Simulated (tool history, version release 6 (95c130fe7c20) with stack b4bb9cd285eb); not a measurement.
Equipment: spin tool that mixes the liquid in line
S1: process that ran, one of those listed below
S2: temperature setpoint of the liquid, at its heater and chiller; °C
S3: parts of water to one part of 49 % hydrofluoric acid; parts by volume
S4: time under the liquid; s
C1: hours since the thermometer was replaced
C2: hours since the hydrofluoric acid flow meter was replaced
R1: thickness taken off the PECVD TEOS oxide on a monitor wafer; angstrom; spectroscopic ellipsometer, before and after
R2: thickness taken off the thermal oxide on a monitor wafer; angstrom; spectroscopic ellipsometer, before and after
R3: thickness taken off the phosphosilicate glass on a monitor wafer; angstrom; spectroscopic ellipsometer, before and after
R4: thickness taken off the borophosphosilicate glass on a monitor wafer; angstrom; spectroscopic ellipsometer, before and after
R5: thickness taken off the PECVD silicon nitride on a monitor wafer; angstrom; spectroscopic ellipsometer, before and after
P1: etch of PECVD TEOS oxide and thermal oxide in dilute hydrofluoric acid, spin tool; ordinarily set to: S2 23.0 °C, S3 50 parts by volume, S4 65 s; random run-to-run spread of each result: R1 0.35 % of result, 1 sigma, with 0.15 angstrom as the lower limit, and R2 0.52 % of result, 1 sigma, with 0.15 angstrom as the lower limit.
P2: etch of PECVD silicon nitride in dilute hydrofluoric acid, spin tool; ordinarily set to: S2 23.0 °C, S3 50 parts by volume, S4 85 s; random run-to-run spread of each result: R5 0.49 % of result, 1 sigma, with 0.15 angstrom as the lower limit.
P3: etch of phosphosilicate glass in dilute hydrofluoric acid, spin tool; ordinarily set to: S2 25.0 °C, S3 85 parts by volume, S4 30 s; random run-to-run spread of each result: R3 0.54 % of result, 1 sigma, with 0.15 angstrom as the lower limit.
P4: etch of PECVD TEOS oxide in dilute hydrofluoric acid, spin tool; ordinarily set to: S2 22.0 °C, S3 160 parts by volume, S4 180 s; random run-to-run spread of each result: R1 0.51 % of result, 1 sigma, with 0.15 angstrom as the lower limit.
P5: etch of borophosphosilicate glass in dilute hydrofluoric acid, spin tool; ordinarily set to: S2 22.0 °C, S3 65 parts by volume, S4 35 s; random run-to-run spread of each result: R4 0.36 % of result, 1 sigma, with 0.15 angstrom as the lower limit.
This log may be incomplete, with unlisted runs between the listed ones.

run,day,S1,S2,S3,S4,C1,C2,R1,R2,R3,R4,R5
1,0.354,P1,23.0,50,65,720.8,484.7,175.130,58.822,,,
2,0.858,P1,23.0,50,65,732.9,496.8,174.800,58.143,,,
3,1.192,P3,25.0,85,15,740.9,504.8,,,203.13,,
4,1.642,P1,17.5,20,65,751.7,515.6,359.340,120.340,,,
5,2.071,P5,22.0,115,35,762.0,525.9,,,,132.59,
6,2.458,P1,23.0,85,65,771.3,535.2,98.351,33.179,,,
7,2.792,P2,23.0,50,45,779.3,543.2,,,,,40.115
8,3.321,P1,23.0,50,65,792.0,555.9,174.010,59.532,,,
9,3.933,P2,30.0,50,85,806.7,570.6,,,,,118.700
10,4.221,P2,23.0,50,85,813.6,577.5,,,,,75.884
11,4.746,P3,25.0,85,30,826.2,590.1,,,410.56,,
# day 4.796: thermometer replaced
12,5.383,P1,23.0,50,110,14.2,605.4,296.040,99.978,,,
13,5.854,P2,23.0,25,85,25.5,616.7,,,,,147.840
14,6.438,P4,28.0,160,180,39.5,630.7,143.240,,,,
15,6.742,P1,28.0,50,65,46.8,638.0,213.070,72.086,,,
16,7.029,P5,22.0,65,55,53.7,644.9,,,,391.78,
17,7.575,P3,25.0,85,30,66.8,658.0,,,407.54,,
18,7.875,P1,23.0,50,20,74.0,665.2,53.542,18.257,,,
19,8.238,P1,23.0,30,65,82.7,673.9,301.080,100.030,,,
20,8.542,P3,25.0,115,30,90.0,681.2,,,288.59,,
21,9.058,P4,22.0,160,275,102.4,693.6,175.370,,,,
22,9.467,P4,22.0,265,180,112.2,703.4,61.972,,,,
# day 9.617: hydrofluoric acid flow meter replaced
23,9.862,P1,23.0,50,65,121.7,6.0,174.100,59.151,,,
24,10.412,P5,22.0,65,35,134.9,19.2,,,,248.08,
25,10.867,P1,17.5,50,110,145.8,30.1,234.310,78.838,,,
26,11.292,P5,22.0,65,35,156.0,40.3,,,,248.63,
27,11.617,P5,26.5,65,35,163.8,48.1,,,,297.94,
28,12.125,P3,32.0,85,30,176.0,60.3,,,538.25,,
29,12.567,P4,22.0,160,180,186.6,70.9,114.510,,,,
30,12.996,P1,23.0,20,105,196.9,81.2,737.570,246.820,,,
31,13.442,P1,17.0,50,65,207.6,91.9,134.930,45.801,,,
32,14.004,P1,23.0,50,65,221.1,105.4,174.490,58.674,,,
33,14.362,P1,23.0,50,65,229.7,114.0,171.450,57.809,,,
34,14.783,P1,23.0,50,65,239.8,124.1,169.340,57.449,,,
35,15.354,P1,23.0,50,65,253.5,137.8,168.000,56.450,,,
36,15.883,P1,23.0,50,65,266.2,150.5,166.240,56.244,,,
37,16.408,P1,23.0,50,65,278.8,163.1,165.780,56.201,,,
38,16.725,P1,23.0,50,65,286.4,170.7,165.370,55.717,,,
39,17.142,P1,23.0,50,65,296.4,180.7,164.780,55.758,,,
40,17.700,P1,23.0,50,65,309.8,194.1,164.810,55.329,,,
41,18.296,P1,23.0,50,65,324.1,208.4,164.900,55.423,,,
42,18.792,P1,23.0,50,65,336.0,220.3,164.710,55.358,,,

The log shows P1 creeping away from where it was. Any of the 2 causes listed here, at the size stated for it, fits the log just as well as the others:
A: liquid colder than its thermometer reads (K) = 1.42
B: hydrofluoric acid flow below the setpoint (%) = 5.37
The process output started creeping at around day 14.004.

Question marks stand in for the results of the 4 check runs listed below, each run on one wafer. Under which run would the listed causes show clearly different results?
check 1,19.288,P4,22.0,160,180,,,?,,,,
check 2,19.288,P2,23.0,50,85,,,,,,,?
check 3,19.288,P3,25.0,85,30,,,,,?,,
check 4,19.288,P5,22.0,65,35,,,,,,?,

What every check run would give for each of its results, assuming each possible cause in turn:
check,result,if A,if B
check 1,R1,108.780,107.750
check 2,R5,68.161,71.155
check 3,R3,386.96,385.18
check 4,R4,233.79,233.62
Separation of the two closest causes in each check, using whichever result separates them best: check 1 0.95 %; check 2 4.3 %; check 3 0.46 %; check 4 0.07 %
Of the check runs offered, only check 2 discriminates between the causes; the rest would read about the same regardless of which cause applies.

Then check 2 was run and gave: R5 67.885 angstrom. Which cause is it?

A is the cause: liquid colder than its thermometer reads (K).

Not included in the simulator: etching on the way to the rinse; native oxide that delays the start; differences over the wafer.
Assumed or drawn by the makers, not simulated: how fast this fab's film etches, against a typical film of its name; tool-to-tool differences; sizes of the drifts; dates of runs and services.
